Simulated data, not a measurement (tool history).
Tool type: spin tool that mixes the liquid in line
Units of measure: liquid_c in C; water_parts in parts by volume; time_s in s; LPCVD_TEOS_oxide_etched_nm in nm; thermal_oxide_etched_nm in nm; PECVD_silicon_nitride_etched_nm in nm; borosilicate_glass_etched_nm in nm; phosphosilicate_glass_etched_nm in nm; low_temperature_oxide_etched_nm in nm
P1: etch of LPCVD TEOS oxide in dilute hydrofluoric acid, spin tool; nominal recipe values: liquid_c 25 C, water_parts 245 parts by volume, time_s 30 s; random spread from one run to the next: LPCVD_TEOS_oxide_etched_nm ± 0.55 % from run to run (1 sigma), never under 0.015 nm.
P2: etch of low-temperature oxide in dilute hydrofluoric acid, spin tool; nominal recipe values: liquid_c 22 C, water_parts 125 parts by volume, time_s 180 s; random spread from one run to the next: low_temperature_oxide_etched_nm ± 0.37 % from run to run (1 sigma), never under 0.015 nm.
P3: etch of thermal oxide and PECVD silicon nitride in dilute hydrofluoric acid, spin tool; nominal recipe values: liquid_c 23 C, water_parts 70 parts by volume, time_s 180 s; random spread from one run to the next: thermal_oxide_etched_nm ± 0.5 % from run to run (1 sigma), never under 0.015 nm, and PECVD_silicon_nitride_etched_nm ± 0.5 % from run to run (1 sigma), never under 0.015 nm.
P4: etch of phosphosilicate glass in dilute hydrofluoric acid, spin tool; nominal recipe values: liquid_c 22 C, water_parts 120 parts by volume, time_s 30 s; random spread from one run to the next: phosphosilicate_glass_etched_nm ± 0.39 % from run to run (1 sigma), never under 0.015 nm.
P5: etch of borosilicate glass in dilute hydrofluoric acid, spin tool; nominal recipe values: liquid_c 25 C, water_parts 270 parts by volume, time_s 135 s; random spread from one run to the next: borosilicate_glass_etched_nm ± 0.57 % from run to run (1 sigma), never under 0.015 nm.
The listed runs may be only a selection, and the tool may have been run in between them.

run    day  process  liquid_c  water_parts  time_s  LPCVD_TEOS_oxide_etched_nm  thermal_oxide_etched_nm  PECVD_silicon_nitride_etched_nm  borosilicate_glass_etched_nm  phosphosilicate_glass_etched_nm  low_temperature_oxide_etched_nm
  1  0.225       P1        25          245      30                      5.3084
  2  0.371       P3      27.5           70     180                                               15.344                           15.551
  3  0.512       P5        25          470     135                                                                                                              6.7939
  4    0.8       P1        30          245      30                      6.3445
  5  1.025       P1        25          245      30                      5.3209
  6  1.242       P1        25          405      30                      2.7663
  7  1.542       P1        25          245      50                      8.8744
  8  1.688       P4      27.5          120      30                                                                                                                                                30.47
  9  1.871       P1      29.5          245      15                      3.1268
 10  2.192       P4        22          120      30                                                                                                                                                24.53
 11    2.4       P1        25          130      30                      11.468
 12  2.558       P1        25          245      15                      2.6952
 13  2.796       P4        22          120      30                                                                                                                                               24.683
 14      3       P2      30.5          125     180                                                                                                                                                                                28.561
 15   3.15       P5      30.5          270     135                                                                                                              17.141
 16  3.462       P5        25          270     225                                                                                                               23.96
 17  3.775       P2        22           30     180                                                                                                                                                                                97.226
 18  4.042       P2        22          125     180                                                                                                                                                                                20.881
 19  4.212       P2        22          125     305                                                                                                                                                                                35.467
 20  4.529       P3        23           70     180                                               12.791                           11.503
 21  4.679       P1        25          245      30                      5.3544
 22  4.879       P3        23          125     180                                               6.7205                           6.4765
 23  5.192       P1        25          245      30                      5.3259
 24  5.512       P5        25          270     135                                                                                                              14.201
 25  5.733       P1        25          245      30                      5.3323
 26  5.912       P1        25          245      30                      5.3803
 27  6.221       P1        25          245      30                      5.3076
 28   6.45       P3        23           70      70                                               4.9706                           4.4708
 29  6.642       P1      21.5          245      30                      4.6877
 30  6.858       P4        22          120      15                                                                                                                                               12.299
 31  7.017       P4        22           60      30                                                                                                                                               52.753
 32  7.175       P1        25          245      30                      5.3788
 33  7.462       P1        25          245      30                      5.4936
 34  7.629       P1        25          245      30                      5.5641
 35  7.838       P1        25          245      30                      5.5955
 36  7.983       P1        25          245      30                      5.6084
 37  8.208       P1        25          245      30                      5.6768
 38  8.358       P1        25          245      30                      5.6014

Something has made what P1 gives creep away from where it was; the 2 causes below, each at its own stated size, fit the log equally well:
A: liquid hotter than its thermometer reads (K) = 1.51
B: hydrofluoric acid flow above the setpoint (%) = 4.31
At approximately day 7.175, the process output began to creep.

Which of the 4 check runs listed below separates the causes, so that each cause would produce a clearly different result? Each run uses one wafer, and its results are marked with question marks.
check 1  8.508       P2        27          125     180                                                                                                                                                                                     ?
check 2  8.508       P4        26          120      15                                                                                                                                                    ?
check 3  8.508       P5        29          270     135                                                                                                                   ?
check 4  8.508       P3        23           70     120                                                    ?                                ?

Expected result of each check under each candidate cause:
  check                           result    if A    if B
check 1  low_temperature_oxide_etched_nm  26.726  26.515
check 2  phosphosilicate_glass_etched_nm  15.206   15.07
check 3     borosilicate_glass_etched_nm  17.159  17.244
check 4          thermal_oxide_etched_nm  9.0805  8.9409
check 4  PECVD_silicon_nitride_etched_nm  8.4803   7.989
Minimum pairwise separation of causes per check, each pair taken at its best-separating result: check 1 0.79 %; check 2 0.9 %; check 3 0.49 %; check 4 5.97 %
Only check 4 tells the causes apart: in the others they would give nearly the same result.

With check 4 done, the readings were: thermal_oxide_etched_nm 9.1616 nm; PECVD_silicon_nitride_etched_nm 8.4457 nm. Identify which of the listed causes applies.

A is the cause: liquid hotter than its thermometer reads (K).
